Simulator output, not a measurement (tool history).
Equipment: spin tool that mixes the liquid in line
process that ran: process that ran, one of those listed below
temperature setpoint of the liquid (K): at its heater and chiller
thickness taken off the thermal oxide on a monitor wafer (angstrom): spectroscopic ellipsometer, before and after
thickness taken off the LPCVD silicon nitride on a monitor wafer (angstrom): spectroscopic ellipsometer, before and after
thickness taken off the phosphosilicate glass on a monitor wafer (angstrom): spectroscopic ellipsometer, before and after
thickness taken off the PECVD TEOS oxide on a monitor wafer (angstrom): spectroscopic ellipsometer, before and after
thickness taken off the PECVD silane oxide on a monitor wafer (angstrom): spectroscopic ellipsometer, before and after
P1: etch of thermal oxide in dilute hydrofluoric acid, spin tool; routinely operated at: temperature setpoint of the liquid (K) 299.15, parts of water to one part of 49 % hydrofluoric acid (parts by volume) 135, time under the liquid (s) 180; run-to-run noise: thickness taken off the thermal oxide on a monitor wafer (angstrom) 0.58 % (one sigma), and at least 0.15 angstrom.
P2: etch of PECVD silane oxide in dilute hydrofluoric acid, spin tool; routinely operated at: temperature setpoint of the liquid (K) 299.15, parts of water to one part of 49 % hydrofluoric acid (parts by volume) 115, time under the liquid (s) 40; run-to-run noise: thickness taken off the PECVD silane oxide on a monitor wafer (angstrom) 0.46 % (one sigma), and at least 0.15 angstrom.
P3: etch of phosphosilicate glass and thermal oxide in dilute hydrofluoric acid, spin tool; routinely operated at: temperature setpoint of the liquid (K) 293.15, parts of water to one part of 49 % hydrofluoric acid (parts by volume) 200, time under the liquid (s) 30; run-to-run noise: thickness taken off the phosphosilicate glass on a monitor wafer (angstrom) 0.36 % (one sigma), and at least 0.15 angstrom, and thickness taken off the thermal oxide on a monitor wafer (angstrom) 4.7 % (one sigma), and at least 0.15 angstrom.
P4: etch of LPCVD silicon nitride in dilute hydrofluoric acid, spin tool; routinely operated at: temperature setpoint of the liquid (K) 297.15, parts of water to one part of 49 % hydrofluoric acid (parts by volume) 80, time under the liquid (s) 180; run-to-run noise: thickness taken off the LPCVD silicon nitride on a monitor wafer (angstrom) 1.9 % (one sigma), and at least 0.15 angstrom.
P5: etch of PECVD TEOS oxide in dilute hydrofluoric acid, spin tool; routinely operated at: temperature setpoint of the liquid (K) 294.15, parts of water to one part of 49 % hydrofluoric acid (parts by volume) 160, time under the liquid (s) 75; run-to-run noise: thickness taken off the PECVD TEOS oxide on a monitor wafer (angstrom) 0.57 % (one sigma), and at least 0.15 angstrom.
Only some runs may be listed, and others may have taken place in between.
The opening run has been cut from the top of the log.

run,hour,process that ran,temperature setpoint of the liquid (K),parts of water to one part of 49 % hydrofluoric acid (parts by volume),time under the liquid (s),hours since the thermometer was replaced,hours since the hydrofluoric acid flow meter was replaced,thickness taken off the thermal oxide on a monitor wafer (angstrom),thickness taken off the LPCVD silicon nitride on a monitor wafer (angstrom),thickness taken off the phosphosilicate glass on a monitor wafer (angstrom),thickness taken off the PECVD TEOS oxide on a monitor wafer (angstrom),thickness taken off the PECVD silane oxide on a monitor wafer (angstrom)
2,9.4,P1,303.65,135,180,1113.1,722.5,73.151,,,,
3,16,P1,299.15,135,180,1119.7,729.1,61.807,,,,
4,21.6,P4,297.15,80,35,1125.3,734.7,,2.419,,,
5,26,P1,299.15,240,180,1129.7,739.1,30.863,,,,
6,30.1,P4,297.15,135,180,1133.8,743.2,,7.297,,,
7,35.1,P1,291.15,135,180,1138.8,748.2,45.317,,,,
8,41.6,P1,299.15,65,350,1145.3,754.7,271.44,,,,
9,46.1,P3,293.15,200,30,1149.8,759.2,4.9114,,69.662,,
10,50.3,P5,294.15,160,110,1154,763.4,,,,63.324,
11,53.7,P3,297.15,200,30,1157.4,766.8,5.6992,,81.494,,
12,58.1,P3,293.15,200,60,1161.8,771.2,10.369,,139.54,,
13,61.6,P1,299.15,135,180,1165.3,774.7,61.808,,,,
14,68.2,P5,294.15,220,75,1171.9,781.3,,,,30.074,
15,72.2,P2,299.15,45,40,1175.9,785.3,,,,,299.77
16,78.2,P4,297.15,80,180,1181.9,791.3,,11.865,,,
17,82,P5,294.15,160,75,1185.7,795.1,,,,43.421,
18,87.9,P2,299.15,115,80,1191.6,801,,,,,213.36
19,92.7,P1,299.15,50,110,1196.4,805.8,113.22,,,,
# hour 93.2: hydrofluoric acid flow meter replaced
20,97.2,P1,299.15,55,180,1200.9,4,169.34,,,,
21,100.5,P2,299.15,115,40,1204.2,7.3,,,,,106.42
22,105.2,P5,290.15,160,75,1208.9,12,,,,37.007,
23,109.6,P2,299.15,115,40,1213.3,16.4,,,,,106.73
24,112.9,P3,293.15,355,30,1216.6,19.7,2.8183,,34.171,,
25,115.9,P3,293.15,200,30,1219.6,22.7,5.5171,,69.877,,

Forecast run 26:
26,121.4,P5,294.15,160,75,1225.1,28.2,,,,?,

thickness taken off the PECVD TEOS oxide on a monitor wafer (angstrom): 43.185

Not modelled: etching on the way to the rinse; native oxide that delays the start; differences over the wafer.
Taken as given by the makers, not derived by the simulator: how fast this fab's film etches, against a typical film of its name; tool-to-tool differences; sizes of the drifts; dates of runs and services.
